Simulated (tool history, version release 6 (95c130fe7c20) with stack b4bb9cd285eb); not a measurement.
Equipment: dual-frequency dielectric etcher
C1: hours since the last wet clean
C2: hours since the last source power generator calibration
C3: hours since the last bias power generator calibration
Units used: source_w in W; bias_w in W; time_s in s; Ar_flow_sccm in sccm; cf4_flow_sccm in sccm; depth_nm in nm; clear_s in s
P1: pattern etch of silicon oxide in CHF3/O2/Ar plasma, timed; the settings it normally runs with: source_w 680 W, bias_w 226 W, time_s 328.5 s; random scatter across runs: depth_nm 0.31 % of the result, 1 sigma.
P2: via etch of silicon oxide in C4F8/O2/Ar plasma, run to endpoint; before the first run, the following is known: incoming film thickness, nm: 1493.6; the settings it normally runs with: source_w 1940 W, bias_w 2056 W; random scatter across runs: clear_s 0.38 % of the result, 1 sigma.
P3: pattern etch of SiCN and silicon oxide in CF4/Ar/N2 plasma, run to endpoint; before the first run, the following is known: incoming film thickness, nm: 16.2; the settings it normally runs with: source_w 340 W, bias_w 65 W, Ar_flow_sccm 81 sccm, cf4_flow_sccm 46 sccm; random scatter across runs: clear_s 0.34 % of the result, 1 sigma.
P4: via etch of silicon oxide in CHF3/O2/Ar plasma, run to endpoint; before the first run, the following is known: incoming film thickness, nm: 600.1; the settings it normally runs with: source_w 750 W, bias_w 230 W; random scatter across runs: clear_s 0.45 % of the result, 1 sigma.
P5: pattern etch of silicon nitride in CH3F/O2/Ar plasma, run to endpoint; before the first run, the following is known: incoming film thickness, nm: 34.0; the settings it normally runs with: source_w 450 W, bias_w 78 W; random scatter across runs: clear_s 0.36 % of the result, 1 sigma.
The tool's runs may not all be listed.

Run 1, hour 8.8: process P1, source_w 680 W, bias_w 226 W, time_s 328.5 s; C1 394.7; C2 1306.6; C3 1554. Result: depth_nm 742.52 nm.
Run 2, hour 17.9: process P4, source_w 750 W, bias_w 230 W; C1 403.8; C2 1315.7; C3 1563.1. Result: clear_s 264.55 s.
Run 3, hour 23.2: process P1, source_w 840 W, bias_w 287 W, time_s 328.5 s; C1 409.1; C2 1321; C3 1568.4. Result: depth_nm 876.06 nm.
Run 4, hour 28.4: process P1, source_w 680 W, bias_w 226 W, time_s 199.5 s; C1 414.3; C2 1326.2; C3 1573.6. Result: depth_nm 451.42 nm.
Run 5, hour 35.2: process P3, source_w 420 W, bias_w 65 W, Ar_flow_sccm 81 sccm, cf4_flow_sccm 46 sccm; C1 421.1; C2 1333; C3 1580.4. Result: clear_s 21.395 s.
Run 6, hour 41.2: process P1, source_w 680 W, bias_w 226 W, time_s 328.5 s; C1 427.1; C2 1339; C3 1586.4. Result: depth_nm 740.89 nm.
Run 7, hour 51.1: process P5, source_w 450 W, bias_w 59 W; C1 437; C2 1348.9; C3 1596.3. Result: clear_s 49.362 s.
Run 8, hour 60: process P4, source_w 1010 W, bias_w 230 W; C1 445.9; C2 1357.8; C3 1605.2. Result: clear_s 235.5 s.
Run 9, hour 69.9: process P4, source_w 750 W, bias_w 180 W; C1 455.8; C2 1367.7; C3 1615.1. Result: clear_s 284.09 s.
Run 10, hour 81.1: process P5, source_w 450 W, bias_w 78 W; C1 467; C2 1378.9; C3 1626.3. Result: clear_s 45.101 s.
Run 11, hour 90.5: process P2, source_w 1940 W, bias_w 2056 W; C1 476.4; C2 1388.3; C3 1635.7. Result: clear_s 302.33 s.
Run 12, hour 102: process P1, source_w 830 W, bias_w 226 W, time_s 328.5 s; C1 487.9; C2 1399.8; C3 1647.2. Result: depth_nm 802.8 nm.
Run 13, hour 107.8: process P1, source_w 520 W, bias_w 226 W, time_s 407.5 s; C1 493.7; C2 1405.6; C3 1653. Result: depth_nm 834.26 nm.
Run 14, hour 114.5: process P2, source_w 1940 W, bias_w 2056 W; C1 500.4; C2 1412.3; C3 1659.7. Result: clear_s 302.24 s.
Run 15, hour 125.4: process P2, source_w 1940 W, bias_w 1651 W; C1 511.3; C2 1423.2; C3 1670.6. Result: clear_s 319.28 s.
Run 16, hour 131.5: process P1, source_w 680 W, bias_w 226 W, time_s 328.5 s; C1 517.4; C2 1429.3; C3 1676.7. Result: depth_nm 743.82 nm.
Run 17, hour 139.8: process P1, source_w 680 W, bias_w 277 W, time_s 328.5 s; C1 525.7; C2 1437.6; C3 1685. Result: depth_nm 797.69 nm.
Run 18, hour 148.7: process P3, source_w 340 W, bias_w 65 W, Ar_flow_sccm 61 sccm, cf4_flow_sccm 46 sccm; C1 534.6; C2 1446.5; C3 1693.9. Result: clear_s 24.874 s.
Run 19, hour 155.2: process P1, source_w 680 W, bias_w 226 W, time_s 328.5 s; C1 541.1; C2 1453; C3 1700.4. Result: depth_nm 746.1 nm.
Run 20, hour 162: process P1, source_w 480 W, bias_w 226 W, time_s 328.5 s; C1 547.9; C2 1459.8; C3 1707.2. Result: depth_nm 651.13 nm.
Run 21, hour 170: process P1, source_w 680 W, bias_w 226 W, time_s 453 s; C1 555.9; C2 1467.8; C3 1715.2. Result: depth_nm 1025.8 nm.
Run 22, hour 178.3: process P1, source_w 680 W, bias_w 141 W, time_s 328.5 s; C1 564.2; C2 1476.1; C3 1723.5. Result: depth_nm 638.5 nm.
Run 23, hour 185.4: process P1, source_w 680 W, bias_w 226 W, time_s 328.5 s; C1 571.3; C2 1483.2; C3 1730.6. Result: depth_nm 740.97 nm.
Run 24, hour 192.7: process P1, source_w 830 W, bias_w 226 W, time_s 180.5 s; C1 578.6; C2 1490.5; C3 1737.9. Result: depth_nm 441.75 nm.
Run 25, hour 202: process P5, source_w 450 W, bias_w 78 W; C1 587.9; C2 1499.8; C3 1747.2. Result: clear_s 45.049 s.
Run 26, hour 212.8: process P3, source_w 340 W, bias_w 65 W, Ar_flow_sccm 81 sccm, cf4_flow_sccm 46 sccm; C1 598.7; C2 1510.6; C3 1758. Result: clear_s 25.904 s.
At hour 214.9: wet clean of the chamber.
Run 27, hour 218.6: process P3, source_w 340 W, bias_w 65 W, Ar_flow_sccm 81 sccm, cf4_flow_sccm 28 sccm; C1 3.7; C2 1516.4; C3 1763.8. Result: clear_s 27.799 s.
Run 28, hour 227.1: process P2, source_w 1320 W, bias_w 2056 W; C1 12.2; C2 1524.9; C3 1772.3. Result: clear_s 352.36 s.
Run 29, hour 237.6: process P3, source_w 340 W, bias_w 48 W, Ar_flow_sccm 81 sccm, cf4_flow_sccm 46 sccm; C1 22.7; C2 1535.4; C3 1782.8. Result: clear_s 28.776 s.
Run 30, hour 246: process P5, source_w 280 W, bias_w 78 W; C1 31.1; C2 1543.8; C3 1791.2. Result: clear_s 54.054 s.
Run 31, hour 254.2: process P1, source_w 680 W, bias_w 226 W, time_s 328.5 s; C1 39.3; C2 1552; C3 1799.4. Result: depth_nm 744.18 nm.
Run 32, hour 263: process P1, source_w 680 W, bias_w 226 W, time_s 328.5 s; C1 48.1; C2 1560.8; C3 1808.2. Result: depth_nm 737.35 nm.
Run 33, hour 270.5: process P1, source_w 680 W, bias_w 226 W, time_s 328.5 s; C1 55.6; C2 1568.3; C3 1815.7. Result: depth_nm 731.73 nm.
Run 34, hour 277.8: process P1, source_w 680 W, bias_w 226 W, time_s 328.5 s; C1 62.9; C2 1575.6; C3 1823. Result: depth_nm 739.1 nm.
Run 35, hour 289: process P1, source_w 680 W, bias_w 226 W, time_s 328.5 s; C1 74.1; C2 1586.8; C3 1834.2. Result: depth_nm 736.09 nm.
Run 36, hour 300.1: process P1, source_w 680 W, bias_w 226 W, time_s 328.5 s; C1 85.2; C2 1597.9; C3 1845.3. Result: depth_nm 734.42 nm.
At hour 305.2: wet clean of the chamber.
Run 37, hour 310.6: process P1, source_w 680 W, bias_w 226 W, time_s 328.5 s; C1 5.5; C2 1608.4; C3 1855.8. Result: depth_nm 732.98 nm.
Run 38, hour 322: process P1, source_w 680 W, bias_w 226 W, time_s 328.5 s; C1 16.9; C2 1619.8; C3 1867.2. Result: depth_nm 731.24 nm.
Run 39, hour 327.5: process P1, source_w 680 W, bias_w 226 W, time_s 328.5 s; C1 22.4; C2 1625.3; C3 1872.7. Result: depth_nm 735.14 nm.
Run 40, hour 338: process P1, source_w 680 W, bias_w 226 W, time_s 328.5 s; C1 32.9; C2 1635.8; C3 1883.2. Result: depth_nm 733.39 nm.
Run 41, hour 349.4: process P1, source_w 680 W, bias_w 226 W, time_s 328.5 s; C1 44.3; C2 1647.2; C3 1894.6. Result: depth_nm 731.49 nm.
Run 42, hour 360.4: process P1, source_w 680 W, bias_w 226 W, time_s 328.5 s; C1 55.3; C2 1658.2; C3 1905.6. Result: depth_nm 729.45 nm.

What P1 gives has crept away from where it was. These 2 causes fit the log equally well, each at the size given:
A: bias power that arrives under what is set, % = 4.35
B: source power that arrives under what is set, % = 4
The gradual shift began around hour 254.2.
Other possible causes, and why each is ruled out:
chamber walls in a state that lowers the etch rate, %: was serviced at hour 305.2, once the creep was under way, yet the earlier output never came back

Which of the check runs below tells the causes apart, meaning the causes would give it clearly different results? Each run uses 2 wafers whose results are averaged, and each result is shown as a question mark.
Run check 1, hour 371.4: process P3, source_w 340 W, bias_w 65 W, Ar_flow_sccm 81 sccm, cf4_flow_sccm 46 sccm. Result: clear_s ?.
Run check 2, hour 371.4: process P5, source_w 450 W, bias_w 78 W. Result: clear_s ?.
Run check 3, hour 371.4: process P2, source_w 1940 W, bias_w 2056 W. Result: clear_s ?.
Run check 4, hour 371.4: process P4, source_w 750 W, bias_w 230 W. Result: clear_s ?.

What each check would give under each cause:
  check   result    if A    if B
check 1  clear_s  26.204  26.745
check 2  clear_s  45.648  45.655
check 3  clear_s  305.05  306.12
check 4  clear_s  267.94  267.96
Separation of the two closest causes in each check, using whichever result separates them best: check 1 2.04 %; check 2 0.01 %; check 3 0.35 %; check 4 0.01 %
Check 1 distinguishes between the causes, while the remaining checks would return nearly the same result for all of them.

Check 1 was carried out, with these results: clear_s 26.692 s. Which of the listed causes is responsible?

It is B: source power that arrives under what is set, %.

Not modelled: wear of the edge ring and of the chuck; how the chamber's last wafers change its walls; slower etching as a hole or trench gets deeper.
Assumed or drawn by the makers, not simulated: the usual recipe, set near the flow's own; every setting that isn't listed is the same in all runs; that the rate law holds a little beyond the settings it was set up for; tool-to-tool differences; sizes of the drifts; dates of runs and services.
